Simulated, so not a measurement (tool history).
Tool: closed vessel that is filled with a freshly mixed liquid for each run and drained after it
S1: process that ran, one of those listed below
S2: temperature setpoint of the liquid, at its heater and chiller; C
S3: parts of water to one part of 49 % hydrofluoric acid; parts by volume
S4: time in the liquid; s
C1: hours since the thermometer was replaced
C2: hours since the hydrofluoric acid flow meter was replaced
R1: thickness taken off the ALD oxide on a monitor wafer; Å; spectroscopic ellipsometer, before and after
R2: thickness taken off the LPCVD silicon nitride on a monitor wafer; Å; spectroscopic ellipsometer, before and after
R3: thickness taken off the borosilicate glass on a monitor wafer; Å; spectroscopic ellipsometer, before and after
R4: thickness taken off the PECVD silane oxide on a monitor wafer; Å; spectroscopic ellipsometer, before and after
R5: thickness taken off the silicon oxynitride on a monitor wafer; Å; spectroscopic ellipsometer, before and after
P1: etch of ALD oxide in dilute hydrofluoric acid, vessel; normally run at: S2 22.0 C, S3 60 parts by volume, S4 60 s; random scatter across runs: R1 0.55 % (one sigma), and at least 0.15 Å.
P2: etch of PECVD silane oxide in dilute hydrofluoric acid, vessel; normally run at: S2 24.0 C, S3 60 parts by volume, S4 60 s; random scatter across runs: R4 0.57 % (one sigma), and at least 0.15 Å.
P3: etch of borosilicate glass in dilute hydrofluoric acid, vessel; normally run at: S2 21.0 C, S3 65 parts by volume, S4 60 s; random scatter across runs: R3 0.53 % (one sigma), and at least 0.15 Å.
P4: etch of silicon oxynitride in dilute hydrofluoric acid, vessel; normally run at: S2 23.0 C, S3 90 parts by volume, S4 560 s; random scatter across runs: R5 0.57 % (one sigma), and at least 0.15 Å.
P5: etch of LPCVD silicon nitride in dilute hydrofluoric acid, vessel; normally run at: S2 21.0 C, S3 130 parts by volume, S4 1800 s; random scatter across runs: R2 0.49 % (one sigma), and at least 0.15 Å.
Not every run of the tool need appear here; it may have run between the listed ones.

run	day	S1	S2	S3	S4	C1	C2	R1	R2	R3	R4	R5
1	0.417	P1	22.0	60	60	301.6	96.7	308.11				
2	0.838	P5	21.0	130	1800	311.7	106.8		70.308			
3	1.029	P3	21.0	65	60	316.3	111.4			238.67		
4	1.342	P2	18.0	60	60	323.8	118.9				185.20	
5	1.562	P1	22.0	60	60	329.1	124.2	308.86				
6	1.850	P4	28.0	90	560	336.0	131.1					210.750
7	2.171	P2	24.0	60	115	343.7	138.8				453.42	
8	2.408	P1	22.0	60	60	349.4	144.5	306.84				
9	2.638	P3	17.0	65	60	354.9	150.0			201.18		
10	2.908	P5	29.5	130	1800	361.4	156.5		121.740			
11	3.212	P5	21.0	130	2860	368.7	163.8		112.110			
12	3.500	P1	22.0	60	60	375.6	170.7	304.50				
13	3.862	P4	23.0	160	560	384.3	179.4					87.437
14	4.208	P1	22.0	60	60	392.6	187.7	305.79				
15	4.592	P5	21.0	130	1800	401.8	196.9		70.405			
16	4.796	P1	22.0	100	60	406.7	201.8	176.27				
17	5.175	P1	17.0	60	95	415.8	210.9	393.57				
18	5.392	P3	21.0	65	120	421.0	216.1			475.88		
19	5.629	P2	24.0	110	60	426.7	221.8				121.04	
20	5.967	P1	17.0	60	60	434.8	229.9	250.98				
21	6.367	P1	22.0	60	105	444.4	239.5	538.75				
22	6.671	P5	21.0	50	1800	451.7	246.8		178.590			
23	6.971	P4	23.0	90	1010	458.9	254.0					300.730
24	7.312	P1	22.0	60	30	467.1	262.2	153.10				
25	7.746	P4	23.0	90	560	477.5	272.6					166.610
26	8.079	P1	22.0	60	60	485.5	280.6	305.20				
27	8.308	P1	22.0	60	60	491.0	286.1	306.25				
28	8.633	P3	21.0	90	60	498.8	293.9			168.64		
29	8.879	P4	23.0	90	560	504.7	299.8					167.900
30	9.254	P1	29.5	60	60	513.7	308.8	412.67				
31	9.446	P1	22.0	20	60	518.3	313.4	969.67				
32	9.796	P2	24.0	60	60	526.7	321.8				233.94	
33	10.092	P1	22.0	60	60	533.8	328.9	303.85				
34	10.292	P1	22.0	60	60	538.6	333.7	298.80				
35	10.650	P1	22.0	60	60	547.2	342.3	291.39				
36	10.929	P1	22.0	60	60	553.9	349.0	285.17				
37	11.279	P1	22.0	60	60	562.3	357.4	278.50				
38	11.638	P1	22.0	60	60	570.9	366.0	280.01				
39	12.004	P1	22.0	60	60	579.7	374.8	278.03				
40	12.408	P1	22.0	60	60	589.4	384.5	280.60				

Something has made what P1 gives creep away from where it was; the 2 causes below, each at its own stated size, fit the log equally well:
A: hydrofluoric acid flow below the setpoint (%) = 8.33
B: liquid colder than its thermometer reads (K) = 2.24
At approximately day 10.092, the process output began to creep.

Question marks stand in for the results of the 4 check runs listed below, each run on one wafer. Under which run would the listed causes show clearly different results?
check 1	12.812	P4	23.0	140	560							?
check 2	12.812	P2	20.0	100	60						?	
check 3	12.812	P3	17.0	65	115					?		
check 4	12.812	P5	25.5	65	1800				?			

Expected result of each check under each candidate cause:
check	result	if A	if B
check 1	R5	93.442	92.635
check 2	R4	104.19	104.62
check 3	R3	351.39	350.02
check 4	R2	172.510	161.860
Distance between the nearest two causes, measured in the result of the check that separates them most: check 1 0.87 %; check 2 0.42 %; check 3 0.39 %; check 4 6.37 %
The other checks would show nearly matching results whichever cause is true, so check 4 is the only one that separates the causes.

Here is what check 4 returned: R2 172.860 Å. Which cause is it?

The correct cause is A, namely: hydrofluoric acid flow below the setpoint (%).
